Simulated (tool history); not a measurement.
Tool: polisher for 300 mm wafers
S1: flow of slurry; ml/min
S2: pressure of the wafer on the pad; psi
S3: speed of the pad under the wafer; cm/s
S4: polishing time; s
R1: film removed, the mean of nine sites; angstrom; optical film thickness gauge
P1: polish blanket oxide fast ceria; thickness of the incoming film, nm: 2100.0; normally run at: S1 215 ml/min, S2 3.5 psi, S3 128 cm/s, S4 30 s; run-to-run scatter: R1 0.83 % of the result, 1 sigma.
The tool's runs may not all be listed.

run,hour,S1,S2,S3,S4,R1
1,8.1,215,3.5,128,30,6742.1
2,17.3,215,3.5,70,30,3679.3
3,23.4,215,3.5,128,30,6728.1
4,30.1,325,3.5,190,30,10463
5,38.5,215,3.5,128,46,10322
6,47.8,215,3.5,128,30,6839.4
7,57.3,215,3.5,128,14,3159.8
8,63.5,215,1.8,128,30,3449.2
9,68.2,215,3.5,128,30,6728.1
10,74.2,215,3.5,162,30,8699.4
# hour 82.2: head pressure recalibrated
11,82.9,215,4.7,128,30,9103.3
12,90.8,130,3.5,128,30,6213
13,100.7,325,3.5,128,30,7144.5
14,105.3,215,3.5,128,30,6866.6
15,114,215,3.5,128,30,6540.8
16,123.2,215,3.5,128,30,6442.3
17,128.6,215,3.5,128,30,6424.7
18,137.4,215,3.5,128,30,6328.8
19,144.8,215,3.5,128,30,6348.8
20,153.5,215,3.5,128,30,6271.3
# hour 153.8: head pressure recalibrated
21,158.5,215,3.5,128,30,6227
22,163.5,215,3.5,128,30,6348.8
23,173.1,215,3.5,128,30,6309.6
24,182.6,215,3.5,128,30,6266
25,187.6,215,3.5,128,30,6278

What P1 gives has crept away from where it was. These 2 causes fit the log equally well, each at the size given:
A: slurry flow missing at the pad, % = 39.1
B: removal rate lost through wear of the pad, % = 7.45
The creep began at about hour 105.3.
Why every other cause is out:
head's pressure below its setpoint, %: serviced at hour 153.8, which brought nothing back

4 check runs are offered, each on 3 wafers whose results are averaged, their results left as question marks. Which one tells the causes apart?
check 1,192.6,215,3.5,84,30,?
check 2,192.6,215,3.5,128,40,?
check 3,192.6,215,4.2,128,30,?
check 4,192.6,140,3.5,128,30,?

What each check would give under each cause:
check,result,if A,if B
check 1,R1,4110.1,4109.7
check 2,R1,8350.7,8349.9
check 3,R1,7515.6,7514.9
check 4,R1,5657.7,5870
How far apart the two closest causes lie, in the result that separates them most: check 1 0.01 %; check 2 0.01 %; check 3 0.01 %; check 4 3.68 %
Only check 4 tells the causes apart: in the others they would give nearly the same result.

Then check 4 was run and gave: R1 5901.7 angstrom. Which cause is it?

It is B: removal rate lost through wear of the pad, %.
